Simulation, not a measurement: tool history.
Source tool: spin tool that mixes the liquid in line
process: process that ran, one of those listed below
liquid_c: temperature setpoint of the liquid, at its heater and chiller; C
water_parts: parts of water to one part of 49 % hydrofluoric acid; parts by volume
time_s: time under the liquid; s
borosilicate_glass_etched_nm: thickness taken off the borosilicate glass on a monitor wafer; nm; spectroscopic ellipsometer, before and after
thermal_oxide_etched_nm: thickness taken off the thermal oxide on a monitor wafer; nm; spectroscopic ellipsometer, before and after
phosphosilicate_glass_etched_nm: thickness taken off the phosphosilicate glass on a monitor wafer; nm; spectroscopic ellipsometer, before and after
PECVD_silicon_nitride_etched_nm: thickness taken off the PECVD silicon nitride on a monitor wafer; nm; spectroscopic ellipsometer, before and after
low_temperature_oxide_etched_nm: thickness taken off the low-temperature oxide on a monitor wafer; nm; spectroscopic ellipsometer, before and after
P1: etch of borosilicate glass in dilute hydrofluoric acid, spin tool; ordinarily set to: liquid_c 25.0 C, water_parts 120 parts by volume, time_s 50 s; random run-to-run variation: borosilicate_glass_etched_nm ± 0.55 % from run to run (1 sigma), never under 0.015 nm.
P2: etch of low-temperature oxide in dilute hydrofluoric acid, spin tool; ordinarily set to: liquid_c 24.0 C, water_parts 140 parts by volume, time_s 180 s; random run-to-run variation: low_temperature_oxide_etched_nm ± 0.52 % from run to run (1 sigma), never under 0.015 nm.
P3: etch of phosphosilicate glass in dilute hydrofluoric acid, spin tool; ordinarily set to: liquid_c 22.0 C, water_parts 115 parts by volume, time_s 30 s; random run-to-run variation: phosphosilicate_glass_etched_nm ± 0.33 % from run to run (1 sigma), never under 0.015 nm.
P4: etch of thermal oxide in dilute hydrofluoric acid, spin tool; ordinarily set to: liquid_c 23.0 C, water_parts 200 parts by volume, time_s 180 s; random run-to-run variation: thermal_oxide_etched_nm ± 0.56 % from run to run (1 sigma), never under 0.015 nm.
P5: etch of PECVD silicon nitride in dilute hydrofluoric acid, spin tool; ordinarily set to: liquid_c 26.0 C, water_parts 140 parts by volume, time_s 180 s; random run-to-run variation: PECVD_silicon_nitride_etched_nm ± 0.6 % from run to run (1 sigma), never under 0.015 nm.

run,day,process,liquid_c,water_parts,time_s,hours since the thermometer was replaced,hours since the hydrofluoric acid flow meter was replaced,borosilicate_glass_etched_nm,thermal_oxide_etched_nm,phosphosilicate_glass_etched_nm,PECVD_silicon_nitride_etched_nm,low_temperature_oxide_etched_nm
1,0.733,P1,25.0,120,50,85.0,112.8,10.7610,,,,
2,1.138,P4,29.0,200,180,94.7,122.5,,4.7544,,,
3,1.783,P3,22.0,115,55,110.2,138.0,,,54.721,,
4,2.308,P5,26.0,140,305,122.8,150.6,,,,7.9997,
5,3.025,P5,26.0,140,180,140.0,167.8,,,,4.7495,
6,3.754,P2,24.0,140,265,157.5,185.3,,,,,62.998
7,4.108,P1,25.0,120,50,166.0,193.8,10.7460,,,,
# day 4.650: thermometer replaced
8,4.783,P1,25.0,200,50,3.2,210.0,5.8291,,,,
9,5.238,P3,28.0,115,30,14.1,220.9,,,37.637,,
10,5.792,P1,25.0,120,50,27.4,234.2,10.7840,,,,
11,6.433,P4,23.0,360,180,42.8,249.6,,1.7929,,,
12,6.925,P2,24.0,140,180,54.6,261.4,,,,,42.713
13,7.612,P1,25.0,120,85,71.1,277.9,18.0990,,,,
14,8.129,P2,24.0,245,180,83.5,290.3,,,,,21.571
15,8.896,P1,25.0,120,15,101.9,308.7,3.1821,,,,
16,9.388,P1,25.0,120,50,113.7,320.5,10.6060,,,,
17,10.129,P3,22.0,40,30,131.5,338.3,,,93.832,,
18,10.679,P1,30.0,120,50,144.7,351.5,12.9160,,,,
19,11.133,P1,25.0,120,50,155.6,362.4,10.6830,,,,
20,11.538,P1,17.5,120,50,165.3,372.1,7.9414,,,,
21,12.254,P5,26.0,230,180,182.5,389.3,,,,2.8947,
22,12.908,P5,34.0,140,180,198.2,405.0,,,,7.7089,
23,13.600,P1,29.0,120,15,214.8,421.6,3.7470,,,,
24,14.404,P2,28.5,140,180,234.1,440.9,,,,,50.421
25,15.075,P3,22.0,115,30,250.2,457.0,,,29.548,,
26,15.592,P4,23.0,200,305,262.6,469.4,,6.5399,,,
27,15.992,P1,25.0,120,50,272.2,479.0,10.6850,,,,
28,16.633,P5,26.0,140,180,287.6,494.4,,,,4.7455,
29,17.075,P1,25.0,40,50,298.2,505.0,35.2480,,,,
30,17.612,P4,23.0,200,180,311.1,517.9,,3.7866,,,
31,18.038,P1,25.0,120,50,321.3,528.1,10.7540,,,,
32,18.542,P1,25.0,120,50,333.4,540.2,10.8120,,,,
33,18.992,P1,25.0,120,50,344.2,551.0,11.1150,,,,
34,19.433,P1,25.0,120,50,354.8,561.6,11.2340,,,,
35,20.150,P1,25.0,120,50,372.0,578.8,11.5140,,,,
36,20.821,P1,25.0,120,50,388.1,594.9,11.4330,,,,
37,21.458,P1,25.0,120,50,403.4,610.2,11.5330,,,,
38,21.942,P1,25.0,120,50,415.0,621.8,11.4390,,,,
39,22.438,P1,25.0,120,50,426.9,633.7,11.5830,,,,
40,23.054,P1,25.0,120,50,441.7,648.5,11.5530,,,,
41,23.500,P1,25.0,120,50,452.4,659.2,11.6280,,,,
42,24.292,P1,25.0,120,50,471.4,678.2,11.5900,,,,

P1 has crept away from where it was. The log is fitted equally well by each of these 2 causes, at the sizes shown:
A: liquid hotter than its thermometer reads (K) = 2.1
B: hydrofluoric acid flow above the setpoint (%) = 7.28
The process output started creeping at around day 18.038.

Each of the 4 check runs below uses one wafer; its results are left as question marks. Which run tells the causes apart?
check 1,25.083,P5,26.0,140,180,,,,,,?,
check 2,25.083,P2,24.0,140,180,,,,,,,?
check 3,25.083,P3,22.0,115,30,,,,,?,,
check 4,25.083,P4,23.0,200,180,,,,?,,,

How each check would come out, cause by cause:
check,result,if A,if B
check 1,PECVD_silicon_nitride_etched_nm,5.3811,5.0552
check 2,low_temperature_oxide_etched_nm,46.173,46.235
check 3,phosphosilicate_glass_etched_nm,32.384,32.261
check 4,thermal_oxide_etched_nm,4.1499,4.1793
Minimum pairwise separation of causes per check, each pair taken at its best-separating result: check 1 6.25 %; check 2 0.13 %; check 3 0.38 %; check 4 0.71 %
Only in check 1 would the causes give clearly different results; in the remaining checks their results would be nearly the same.

After running check 1, the following was obtained: PECVD_silicon_nitride_etched_nm 4.9952 nm. Which cause does this point to?

The correct cause is B, namely: hydrofluoric acid flow above the setpoint (%).
